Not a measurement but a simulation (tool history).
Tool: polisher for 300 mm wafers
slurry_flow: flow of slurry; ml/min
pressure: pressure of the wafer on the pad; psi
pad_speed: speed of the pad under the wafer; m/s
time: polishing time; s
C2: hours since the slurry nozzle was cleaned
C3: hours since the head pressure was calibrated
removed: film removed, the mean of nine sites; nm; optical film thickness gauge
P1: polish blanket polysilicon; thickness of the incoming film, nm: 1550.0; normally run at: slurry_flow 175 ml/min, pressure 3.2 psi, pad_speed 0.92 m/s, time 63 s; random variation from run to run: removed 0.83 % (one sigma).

Run 1, hour 6.7: slurry_flow 175 ml/min, pressure 3.2 psi, pad_speed 0.92 m/s, time 63 s; wafers polished on this pad 572; C2 181.1; C3 984.5. Result: removed 658.68 nm.
Run 2, hour 19.3: slurry_flow 105 ml/min, pressure 3.2 psi, pad_speed 0.92 m/s, time 63 s; wafers polished on this pad 664; C2 193.7; C3 997.1. Result: removed 603.55 nm.
Run 3, hour 30.3: slurry_flow 175 ml/min, pressure 4.3 psi, pad_speed 0.92 m/s, time 63 s; wafers polished on this pad 744; C2 204.7; C3 1008.1. Result: removed 889.73 nm.
Run 4, hour 41.2: slurry_flow 270 ml/min, pressure 3.2 psi, pad_speed 0.92 m/s, time 63 s; wafers polished on this pad 824; C2 215.6; C3 1019. Result: removed 692.99 nm.
Run 5, hour 53.8: slurry_flow 175 ml/min, pressure 3.2 psi, pad_speed 0.92 m/s, time 63 s; wafers polished on this pad 916; C2 228.2; C3 1031.6. Result: removed 651.57 nm.
Run 6, hour 61.1: slurry_flow 220 ml/min, pressure 4.9 psi, pad_speed 0.92 m/s, time 63 s; wafers polished on this pad 970; C2 235.5; C3 1038.9. Result: removed 1021.2 nm.
Run 7, hour 71.4: slurry_flow 175 ml/min, pressure 3.2 psi, pad_speed 0.42 m/s, time 63 s; wafers polished on this pad 1045; C2 245.8; C3 1049.2. Result: removed 298.91 nm.
Run 8, hour 80.3: slurry_flow 175 ml/min, pressure 3.2 psi, pad_speed 0.92 m/s, time 28 s; wafers polished on this pad 1110; C2 254.7; C3 1058.1. Result: removed 293.93 nm.
At hour 83.1: head pressure recalibrated.
Run 9, hour 93.5: slurry_flow 175 ml/min, pressure 3.2 psi, pad_speed 0.92 m/s, time 63 s; wafers polished on this pad 1207; C2 267.9; C3 10.4. Result: removed 652.24 nm.
Run 10, hour 103: slurry_flow 175 ml/min, pressure 3.2 psi, pad_speed 0.92 m/s, time 88 s; wafers polished on this pad 1276; C2 277.4; C3 19.9. Result: removed 923.43 nm.
Run 11, hour 110.4: slurry_flow 175 ml/min, pressure 3.2 psi, pad_speed 0.92 m/s, time 63 s; wafers polished on this pad 1330; C2 284.8; C3 27.3. Result: removed 657.87 nm.
Run 12, hour 119.3: slurry_flow 175 ml/min, pressure 3.2 psi, pad_speed 0.92 m/s, time 63 s; wafers polished on this pad 1395; C2 293.7; C3 36.2. Result: removed 651.3 nm.
Run 13, hour 127: slurry_flow 175 ml/min, pressure 3.2 psi, pad_speed 0.92 m/s, time 63 s; wafers polished on this pad 1452; C2 301.4; C3 43.9. Result: removed 670.65 nm.
At hour 132.5: worn pad replaced by a new one.
Run 14, hour 137.8: slurry_flow 175 ml/min, pressure 3.2 psi, pad_speed 1.26 m/s, time 63 s; wafers polished on this pad 39; C2 312.2; C3 54.7. Result: removed 888.56 nm.
Run 15, hour 143.9: slurry_flow 175 ml/min, pressure 1.5 psi, pad_speed 0.92 m/s, time 63 s; wafers polished on this pad 84; C2 318.3; C3 60.8. Result: removed 304.24 nm.
Run 16, hour 151.9: slurry_flow 175 ml/min, pressure 3.2 psi, pad_speed 0.92 m/s, time 63 s; wafers polished on this pad 142; C2 326.3; C3 68.8. Result: removed 659.72 nm.
Run 17, hour 157.8: slurry_flow 175 ml/min, pressure 3.2 psi, pad_speed 0.92 m/s, time 63 s; wafers polished on this pad 185; C2 332.2; C3 74.7. Result: removed 648.27 nm.
Run 18, hour 167.2: slurry_flow 175 ml/min, pressure 3.2 psi, pad_speed 0.92 m/s, time 63 s; wafers polished on this pad 254; C2 341.6; C3 84.1. Result: removed 637.44 nm.
Run 19, hour 179.2: slurry_flow 175 ml/min, pressure 3.2 psi, pad_speed 0.92 m/s, time 63 s; wafers polished on this pad 342; C2 353.6; C3 96.1. Result: removed 623.75 nm.
Run 20, hour 186.3: slurry_flow 175 ml/min, pressure 3.2 psi, pad_speed 0.92 m/s, time 63 s; wafers polished on this pad 394; C2 360.7; C3 103.2. Result: removed 609.09 nm.
Run 21, hour 197.7: slurry_flow 175 ml/min, pressure 3.2 psi, pad_speed 0.92 m/s, time 63 s; wafers polished on this pad 477; C2 372.1; C3 114.6. Result: removed 605.33 nm.

Run 22 comes next. What will it give?
At hour 206.4: worn pad replaced by a new one.
Run 22, hour 210.1: slurry_flow 175 ml/min, pressure 3.2 psi, pad_speed 0.92 m/s, time 63 s; wafers polished on this pad 27; C2 384.5; C3 127. Result: removed ?.

removed: 602.21 nm

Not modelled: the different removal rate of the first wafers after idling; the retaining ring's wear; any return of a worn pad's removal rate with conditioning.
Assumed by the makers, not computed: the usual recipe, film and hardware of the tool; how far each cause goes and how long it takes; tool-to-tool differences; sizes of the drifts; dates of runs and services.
